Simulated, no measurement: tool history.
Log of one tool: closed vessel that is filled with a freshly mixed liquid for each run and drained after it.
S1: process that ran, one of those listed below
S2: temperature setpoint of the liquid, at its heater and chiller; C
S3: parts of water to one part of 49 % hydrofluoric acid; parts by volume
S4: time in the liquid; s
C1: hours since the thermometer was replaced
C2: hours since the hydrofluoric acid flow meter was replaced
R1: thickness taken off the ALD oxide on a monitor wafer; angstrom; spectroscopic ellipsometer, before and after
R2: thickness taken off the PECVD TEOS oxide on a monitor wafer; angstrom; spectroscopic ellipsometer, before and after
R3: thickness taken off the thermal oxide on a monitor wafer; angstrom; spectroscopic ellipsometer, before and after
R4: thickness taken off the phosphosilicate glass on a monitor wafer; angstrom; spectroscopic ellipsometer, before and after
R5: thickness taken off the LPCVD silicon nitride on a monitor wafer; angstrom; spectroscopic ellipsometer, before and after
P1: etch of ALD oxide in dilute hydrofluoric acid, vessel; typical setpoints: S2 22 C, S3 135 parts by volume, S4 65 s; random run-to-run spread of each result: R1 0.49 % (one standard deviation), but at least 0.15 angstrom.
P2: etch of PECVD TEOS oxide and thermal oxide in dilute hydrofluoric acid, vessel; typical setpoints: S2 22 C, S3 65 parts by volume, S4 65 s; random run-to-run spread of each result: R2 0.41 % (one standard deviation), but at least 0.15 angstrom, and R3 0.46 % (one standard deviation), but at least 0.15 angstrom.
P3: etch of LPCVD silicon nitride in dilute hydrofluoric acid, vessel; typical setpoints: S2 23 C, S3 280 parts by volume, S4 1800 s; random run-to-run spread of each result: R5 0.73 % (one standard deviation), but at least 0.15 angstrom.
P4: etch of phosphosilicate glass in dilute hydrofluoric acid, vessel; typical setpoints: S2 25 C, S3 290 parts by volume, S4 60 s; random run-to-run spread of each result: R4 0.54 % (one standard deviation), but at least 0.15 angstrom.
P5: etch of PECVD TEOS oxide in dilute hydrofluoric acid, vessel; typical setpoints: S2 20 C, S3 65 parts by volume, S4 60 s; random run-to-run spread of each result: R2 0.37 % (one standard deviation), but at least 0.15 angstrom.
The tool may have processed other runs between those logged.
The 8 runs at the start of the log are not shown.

Run 9, hour 50.7: S1 P2, S2 22 C, S3 95 parts by volume, S4 65 s; C1 396.7; C2 992.8. Result: R2 101.24 angstrom, R3 28.815 angstrom.
Run 10, hour 57.3: S1 P5, S2 20 C, S3 65 parts by volume, S4 60 s; C1 403.3; C2 999.4. Result: R2 154.03 angstrom.
Run 11, hour 64.7: S1 P5, S2 17 C, S3 65 parts by volume, S4 60 s; C1 410.7; C2 1006.8. Result: R2 135.23 angstrom.
Run 12, hour 68.4: S1 P1, S2 22 C, S3 40 parts by volume, S4 65 s; C1 414.4; C2 1010.5. Result: R1 405.04 angstrom.
Run 13, hour 74: S1 P4, S2 25 C, S3 290 parts by volume, S4 110 s; C1 420; C2 1016.1. Result: R4 308.39 angstrom.
Run 14, hour 79.3: S1 P4, S2 25 C, S3 165 parts by volume, S4 60 s; C1 425.3; C2 1021.4. Result: R4 338.01 angstrom.
Run 15, hour 86.1: S1 P1, S2 17 C, S3 35 parts by volume, S4 65 s; C1 432.1; C2 1028.2. Result: R1 373.95 angstrom.
Run 16, hour 91: S1 P3, S2 23 C, S3 280 parts by volume, S4 2810 s; C1 437; C2 1033.1. Result: R5 45.706 angstrom.
Run 17, hour 96.2: S1 P1, S2 28 C, S3 135 parts by volume, S4 65 s; C1 442.2; C2 1038.3. Result: R1 133.85 angstrom.
Run 18, hour 103.8: S1 P1, S2 22 C, S3 135 parts by volume, S4 65 s; C1 449.8; C2 1045.9. Result: R1 106.17 angstrom.
Run 19, hour 108.1: S1 P1, S2 22 C, S3 135 parts by volume, S4 65 s; C1 454.1; C2 1050.2. Result: R1 106.98 angstrom.
Run 20, hour 114.7: S1 P1, S2 22 C, S3 135 parts by volume, S4 30 s; C1 460.7; C2 1056.8. Result: R1 49.372 angstrom.
Run 21, hour 119.4: S1 P4, S2 25 C, S3 290 parts by volume, S4 60 s; C1 465.4; C2 1061.5. Result: R4 168.51 angstrom.
Run 22, hour 127: S1 P2, S2 22 C, S3 65 parts by volume, S4 30 s; C1 473; C2 1069.1. Result: R2 69.97 angstrom, R3 20.422 angstrom.
Run 23, hour 133.8: S1 P1, S2 22 C, S3 135 parts by volume, S4 65 s; C1 479.8; C2 1075.9. Result: R1 105.97 angstrom.
Run 24, hour 141.1: S1 P1, S2 22 C, S3 235 parts by volume, S4 30 s; C1 487.1; C2 1083.2. Result: R1 25.364 angstrom.
Run 25, hour 148.5: S1 P1, S2 22 C, S3 135 parts by volume, S4 125 s; C1 494.5; C2 1090.6. Result: R1 205.57 angstrom.
Run 26, hour 153.2: S1 P1, S2 17 C, S3 135 parts by volume, S4 65 s; C1 499.2; C2 1095.3. Result: R1 87.46 angstrom.
Run 27, hour 159: S1 P2, S2 17 C, S3 65 parts by volume, S4 65 s; C1 505; C2 1101.1. Result: R2 123.66 angstrom, R3 36.038 angstrom.
Run 28, hour 162.7: S1 P3, S2 23 C, S3 280 parts by volume, S4 1800 s; C1 508.7; C2 1104.8. Result: R5 29.136 angstrom.
Run 29, hour 167.9: S1 P3, S2 30 C, S3 280 parts by volume, S4 1800 s; C1 513.9; C2 1110. Result: R5 44.619 angstrom.
Run 30, hour 172.8: S1 P3, S2 23 C, S3 95 parts by volume, S4 1800 s; C1 518.8; C2 1114.9. Result: R5 84.908 angstrom.

Estimate the outcome of run 31 from the log above:
Run 31, hour 179.3: S1 P1, S2 22 C, S3 135 parts by volume, S4 65 s; C1 525.3; C2 1121.4. Result: R1 ?.

R1: 106.67 angstrom
